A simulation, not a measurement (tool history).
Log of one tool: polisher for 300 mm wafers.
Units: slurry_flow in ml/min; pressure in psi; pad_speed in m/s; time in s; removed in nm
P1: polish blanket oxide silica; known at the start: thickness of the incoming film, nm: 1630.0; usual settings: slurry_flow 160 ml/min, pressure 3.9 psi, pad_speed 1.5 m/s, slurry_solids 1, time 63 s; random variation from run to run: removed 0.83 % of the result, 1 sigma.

run	hour	slurry_flow	pressure	pad_speed	slurry_solids	time	wafers polished on this pad	hours since the slurry nozzle was cleaned	hours since the head pressure was calibrated	hours since the slurry blender was calibrated	hours since the conditioning disc was replaced	removed
1	10.1	160	3.9	1.5	1	63	567	261	125.9	92.7	82	211.45
2	21.8	160	6.2	1.5	1	63	717	272.7	137.6	104.4	93.7	337.97
3	39.3	95	3.9	1.5	1	63	942	290.2	155.1	121.9	111.2	189.72
4	49.1	160	3.9	1.5	1	96	1067	300	164.9	131.7	121	323.47
5	64.8	160	3.9	0.82	0.6	63	1269	315.7	180.6	147.4	136.7	100.19
6	81.3	160	3.9	1.5	0.5	63	1481	332.2	197.1	163.9	153.2	145.03
7	94.4	160	2.5	1.5	1	63	1649	345.3	210.2	177	166.3	137.45
8	110.2	160	3.9	1.5	1	63	1852	361.1	226	192.8	182.1	214.94
9	120.7	160	3.9	1.94	1	63	1987	371.6	236.5	203.3	192.6	261.93
10	130.8	160	3.9	1.5	1	63	2117	381.7	246.6	213.4	202.7	214.35
11	140.1	160	3.9	1.5	1	28	2236	391	255.9	222.7	212	96.145
12	156.6	245	3.9	1.5	1	63	2448	407.5	272.4	239.2	228.5	225.28
13	166.4	160	3.9	0.68	1	63	2574	417.3	282.2	249	238.3	113.39
14	179.6	160	3.9	1.5	1.35	63	2744	430.5	295.4	262.2	251.5	245.14
15	191.7	160	3.9	1.5	1	63	2899	442.6	307.5	274.3	263.6	211.05
16	209.4	160	3.9	1.5	1	63	3127	460.3	325.2	292	281.3	216.16
17	226.4	160	3.9	1.5	1	63	3345	477.3	342.2	309	298.3	205.2
18	243.6	160	3.9	1.5	1	63	3566	494.5	359.4	326.2	315.5	200.62
19	261.7	160	3.9	1.5	1	63	3798	512.6	377.5	344.3	333.6	196.99
# hour 268.8: head pressure recalibrated
20	278	160	3.9	1.5	1	63	4008	528.9	9.3	360.6	349.9	194.49
# hour 278.7: slurry nozzle cleaned
# hour 290.3: conditioning disc replaced and pad reconditioned
21	296.7	160	3.9	1.5	1	63	4248	18.1	28	379.3	6.4	196.72
22	315.2	160	3.9	1.5	1	63	4486	36.6	46.5	397.8	24.9	197.44
23	331.7	160	3.9	1.5	1	63	4697	53.1	63	414.3	41.4	197.01

What P1 gives has crept away from where it was. These 2 causes fit the log equally well, each at the size given:
A: abrasive missing from the slurry, % = 16.9
B: removal rate lost through wear of the pad, % = 8.45
The creep began at about hour 209.4.
Why every other cause is out:
slurry flow missing at the pad, %: serviced at hour 278.7, which brought nothing back
head's pressure below its setpoint, %: serviced at hour 268.8, which brought nothing back
time polished since the conditioner stopped cutting, s: serviced at hour 290.3, which brought nothing back

4 check runs are offered, each on 5 wafers whose results are averaged, their results left as question marks. Which one tells the causes apart?
check 1	348.2	160	3.9	1.94	0.55	63						?
check 2	348.2	220	3.9	1.5	1	29						?
check 3	348.2	160	4.9	1.5	1	63						?
check 4	348.2	160	3.9	0.76	1	91						?

What each check would give under each cause:
check	result	if A	if B
check 1	removed	170.45	175.17
check 2	removed	94.165	94.178
check 3	removed	245.74	245.77
check 4	removed	163.99	164.01
How far apart the two closest causes lie, in the result that separates them most: check 1 2.73 %; check 2 0.01 %; check 3 0.01 %; check 4 0.01 %
Check 1 tells the causes apart: in the others they would give nearly the same result.

Then check 1 was run and gave: removed 175.02 nm. Which cause is it?

It is B: removal rate lost through wear of the pad, %.
